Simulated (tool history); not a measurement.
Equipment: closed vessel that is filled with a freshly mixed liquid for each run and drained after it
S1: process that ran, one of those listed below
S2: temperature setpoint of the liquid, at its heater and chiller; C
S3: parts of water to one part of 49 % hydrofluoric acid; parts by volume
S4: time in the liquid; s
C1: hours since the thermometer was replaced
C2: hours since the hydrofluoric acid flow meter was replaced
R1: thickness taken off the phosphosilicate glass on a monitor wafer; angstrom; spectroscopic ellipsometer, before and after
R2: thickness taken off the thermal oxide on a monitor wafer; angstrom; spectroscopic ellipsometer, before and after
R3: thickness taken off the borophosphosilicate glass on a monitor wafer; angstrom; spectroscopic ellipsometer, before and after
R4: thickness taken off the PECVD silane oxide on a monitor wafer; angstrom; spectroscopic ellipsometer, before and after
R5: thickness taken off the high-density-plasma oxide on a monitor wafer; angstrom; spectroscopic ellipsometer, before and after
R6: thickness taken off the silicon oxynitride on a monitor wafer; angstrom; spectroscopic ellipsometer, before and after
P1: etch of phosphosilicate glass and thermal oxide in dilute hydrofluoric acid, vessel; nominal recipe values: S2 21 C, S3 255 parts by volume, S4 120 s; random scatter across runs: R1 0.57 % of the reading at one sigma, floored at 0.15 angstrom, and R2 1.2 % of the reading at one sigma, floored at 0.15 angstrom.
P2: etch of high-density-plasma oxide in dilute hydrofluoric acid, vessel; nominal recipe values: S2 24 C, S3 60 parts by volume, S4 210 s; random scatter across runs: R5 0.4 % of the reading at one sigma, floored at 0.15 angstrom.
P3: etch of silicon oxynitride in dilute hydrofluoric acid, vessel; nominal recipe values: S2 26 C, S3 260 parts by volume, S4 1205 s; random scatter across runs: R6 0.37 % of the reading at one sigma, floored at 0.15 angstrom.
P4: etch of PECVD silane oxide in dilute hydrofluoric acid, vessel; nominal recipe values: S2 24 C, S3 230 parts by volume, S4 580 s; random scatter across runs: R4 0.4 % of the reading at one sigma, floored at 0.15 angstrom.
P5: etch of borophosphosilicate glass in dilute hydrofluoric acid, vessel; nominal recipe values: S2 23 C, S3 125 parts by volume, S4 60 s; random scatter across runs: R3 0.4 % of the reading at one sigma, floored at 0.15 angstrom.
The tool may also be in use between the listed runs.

{"run": 1, "hour": 14.7, "S1": "P1", "S2": 21, "S3": 255, "S4": 120, "C1": 1708.1, "C2": 386.6, "R1": 501.74, "R2": 18.206}
{"run": 2, "hour": 22.6, "S1": "P1", "S2": 28.5, "S3": 255, "S4": 120, "C1": 1716, "C2": 394.5, "R1": 653.45, "R2": 23.725}
{"run": 3, "hour": 35.4, "S1": "P5", "S2": 18, "S3": 125, "S4": 60, "C1": 1728.8, "C2": 407.3, "R3": 164.01}
{"run": 4, "hour": 45.1, "S1": "P4", "S2": 17, "S3": 230, "S4": 580, "C1": 1738.5, "C2": 417, "R4": 421.5}
{"run": 5, "hour": 54.5, "S1": "P1", "S2": 21, "S3": 365, "S4": 170, "C1": 1747.9, "C2": 426.4, "R1": 446.72, "R2": 16.927}
{"run": 6, "hour": 69.6, "S1": "P1", "S2": 21, "S3": 100, "S4": 120, "C1": 1763, "C2": 441.5, "R1": 1506.7, "R2": 55.328}
{"run": 7, "hour": 83.8, "S1": "P2", "S2": 17, "S3": 60, "S4": 210, "C1": 1777.2, "C2": 455.7, "R5": 191.89}
{"run": 8, "hour": 93.0, "S1": "P2", "S2": 24, "S3": 60, "S4": 210, "C1": 1786.4, "C2": 464.9, "R5": 258.58}
{"run": 9, "hour": 105.5, "S1": "P3", "S2": 26, "S3": 260, "S4": 1205, "C1": 1798.9, "C2": 477.4, "R6": 149.51}
{"run": 10, "hour": 113.7, "S1": "P2", "S2": 24, "S3": 60, "S4": 30, "C1": 1807.1, "C2": 485.6, "R5": 37.052}
{"run": 11, "hour": 127.0, "S1": "P4", "S2": 24, "S3": 230, "S4": 1150, "C1": 1820.4, "C2": 498.9, "R4": 1088.9}
{"run": 12, "hour": 138.7, "S1": "P1", "S2": 21, "S3": 255, "S4": 120, "C1": 1832.1, "C2": 510.6, "R1": 499.73, "R2": 18.577}
{"run": 13, "hour": 149.2, "S1": "P1", "S2": 17, "S3": 255, "S4": 30, "C1": 1842.6, "C2": 521.1, "R1": 107.17, "R2": 4.0686}
{"run": 14, "hour": 158.3, "S1": "P1", "S2": 21, "S3": 255, "S4": 170, "C1": 1851.7, "C2": 530.2, "R1": 716.72, "R2": 26.537}
{"run": 15, "hour": 165.4, "S1": "P5", "S2": 23, "S3": 125, "S4": 60, "C1": 1858.8, "C2": 537.3, "R3": 200.59}
{"run": 16, "hour": 172.5, "S1": "P1", "S2": 17, "S3": 255, "S4": 120, "C1": 1865.9, "C2": 544.4, "R1": 430.5, "R2": 16.288}
{"run": 17, "hour": 187.4, "S1": "P5", "S2": 23, "S3": 225, "S4": 60, "C1": 1880.8, "C2": 559.3, "R3": 99.447}
{"run": 18, "hour": 199.5, "S1": "P4", "S2": 24, "S3": 100, "S4": 580, "C1": 1892.9, "C2": 571.4, "R4": 1462.6}
{"run": 19, "hour": 206.3, "S1": "P3", "S2": 26, "S3": 50, "S4": 1205, "C1": 1899.7, "C2": 578.2, "R6": 929.01}
{"run": 20, "hour": 218.6, "S1": "P3", "S2": 26, "S3": 260, "S4": 345, "C1": 1912, "C2": 590.5, "R6": 42.959}
{"run": 21, "hour": 231.8, "S1": "P3", "S2": 33, "S3": 260, "S4": 1205, "C1": 1925.2, "C2": 603.7, "R6": 198.56}
{"run": 22, "hour": 247.0, "S1": "P5", "S2": 23, "S3": 125, "S4": 30, "C1": 1940.4, "C2": 618.9, "R3": 100.86}
{"run": 23, "hour": 258.0, "S1": "P1", "S2": 21, "S3": 365, "S4": 120, "C1": 1951.4, "C2": 629.9, "R1": 314.94, "R2": 11.693}
{"run": 24, "hour": 268.1, "S1": "P1", "S2": 21, "S3": 255, "S4": 120, "C1": 1961.5, "C2": 640, "R1": 505.36, "R2": 18.12}
{"run": 25, "hour": 280.2, "S1": "P1", "S2": 21, "S3": 255, "S4": 30, "C1": 1973.6, "C2": 652.1, "R1": 126.41, "R2": 4.8297}
{"run": 26, "hour": 290.9, "S1": "P1", "S2": 21, "S3": 255, "S4": 120, "C1": 1984.3, "C2": 662.8, "R1": 496.01, "R2": 18.397}
{"run": 27, "hour": 305.8, "S1": "P2", "S2": 24, "S3": 25, "S4": 210, "C1": 1999.2, "C2": 677.7, "R5": 649.93}
{"run": 28, "hour": 318.9, "S1": "P3", "S2": 26, "S3": 260, "S4": 1205, "C1": 2012.3, "C2": 690.8, "R6": 150.26}
{"run": 29, "hour": 329.5, "S1": "P1", "S2": 21, "S3": 255, "S4": 120, "C1": 2022.9, "C2": 701.4, "R1": 503.35, "R2": 18.394}
{"run": 30, "hour": 340.2, "S1": "P1", "S2": 21, "S3": 400, "S4": 225, "C1": 2033.6, "C2": 712.1, "R1": 527.87, "R2": 20.047}
{"run": 31, "hour": 347.7, "S1": "P1", "S2": 21, "S3": 255, "S4": 120, "C1": 2041.1, "C2": 719.6, "R1": 499.75, "R2": 18.234}
{"run": 32, "hour": 361.4, "S1": "P4", "S2": 24, "S3": 230, "S4": 580, "C1": 2054.8, "C2": 733.3, "R4": 550.99}
{"run": 33, "hour": 368.6, "S1": "P1", "S2": 21, "S3": 255, "S4": 120, "C1": 2062, "C2": 740.5, "R1": 505.33, "R2": 18.531}
{"run": 34, "hour": 381.4, "S1": "P1", "S2": 21, "S3": 255, "S4": 120, "C1": 2074.8, "C2": 753.3, "R1": 481.22, "R2": 17.619}

What does the tool deliver on the next run?
{"run": 35, "hour": 393.0, "S1": "P1", "S2": 21, "S3": 255, "S4": 120, "C1": 2086.4, "C2": 764.9, "R1": "?", "R2": "?"}

R1: 469.97 angstrom
R2: 17.488 angstrom
